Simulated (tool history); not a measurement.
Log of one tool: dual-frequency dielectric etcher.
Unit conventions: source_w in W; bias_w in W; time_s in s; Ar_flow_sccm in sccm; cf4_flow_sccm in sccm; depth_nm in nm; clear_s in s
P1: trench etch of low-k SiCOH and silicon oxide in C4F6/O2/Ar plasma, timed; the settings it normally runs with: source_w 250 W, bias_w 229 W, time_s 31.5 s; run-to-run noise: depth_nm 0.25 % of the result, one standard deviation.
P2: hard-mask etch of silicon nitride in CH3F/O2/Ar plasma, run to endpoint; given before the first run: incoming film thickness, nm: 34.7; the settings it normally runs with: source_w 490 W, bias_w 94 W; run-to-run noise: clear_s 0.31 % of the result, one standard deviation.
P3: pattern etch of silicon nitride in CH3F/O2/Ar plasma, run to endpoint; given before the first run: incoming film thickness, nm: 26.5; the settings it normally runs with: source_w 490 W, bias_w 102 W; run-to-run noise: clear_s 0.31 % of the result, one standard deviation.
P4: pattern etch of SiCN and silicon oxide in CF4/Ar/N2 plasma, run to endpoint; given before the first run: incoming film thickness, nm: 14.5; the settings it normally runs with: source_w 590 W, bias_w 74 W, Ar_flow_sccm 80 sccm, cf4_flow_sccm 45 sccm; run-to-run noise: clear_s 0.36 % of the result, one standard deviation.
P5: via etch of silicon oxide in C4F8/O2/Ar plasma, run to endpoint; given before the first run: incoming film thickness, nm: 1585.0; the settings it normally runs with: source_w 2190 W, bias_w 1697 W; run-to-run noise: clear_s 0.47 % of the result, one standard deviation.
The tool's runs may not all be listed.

run	day	process	source_w	bias_w	time_s	Ar_flow_sccm	cf4_flow_sccm	depth_nm	clear_s
1	0.492	P1	250	229	31.5			89.558	
2	0.892	P1	250	229	31.5			89.422	
3	1.329	P1	250	304	31.5			99.162	
4	2.096	P2	490	130					38.177
5	2.871	P4	590	74		80	59		13.314
6	3.371	P5	2190	1697					317.370
7	4.117	P3	490	60					39.296
8	4.754	P4	740	74		80	45		11.452
9	5.562	P1	250	229	40.0			113.310	
10	6.067	P4	590	74		95	45		14.348
11	6.654	P1	170	188	31.5			72.240	
12	7.125	P3	490	102					32.831
# day 7.267: source power generator calibrated
13	7.812	P5	2190	2295					289.260
14	8.292	P1	250	229	31.5			89.771	
15	8.917	P2	490	94					43.076
16	9.562	P1	320	271	31.5			104.280	
17	10.050	P1	250	291	20.5			63.372	
18	10.842	P3	490	102					32.894
19	11.342	P4	590	60		80	45		14.929
20	11.775	P1	250	229	31.5			89.460	
21	12.412	P1	250	229	17.5			49.830	
22	12.821	P1	200	229	31.5			82.361	
23	13.246	P1	250	229	31.5			89.544	
24	14.012	P5	1670	1697					351.260

Expected results for the next run?
25	14.662	P2	670	94					?

Run 25 produced clear_s 38.485 s.
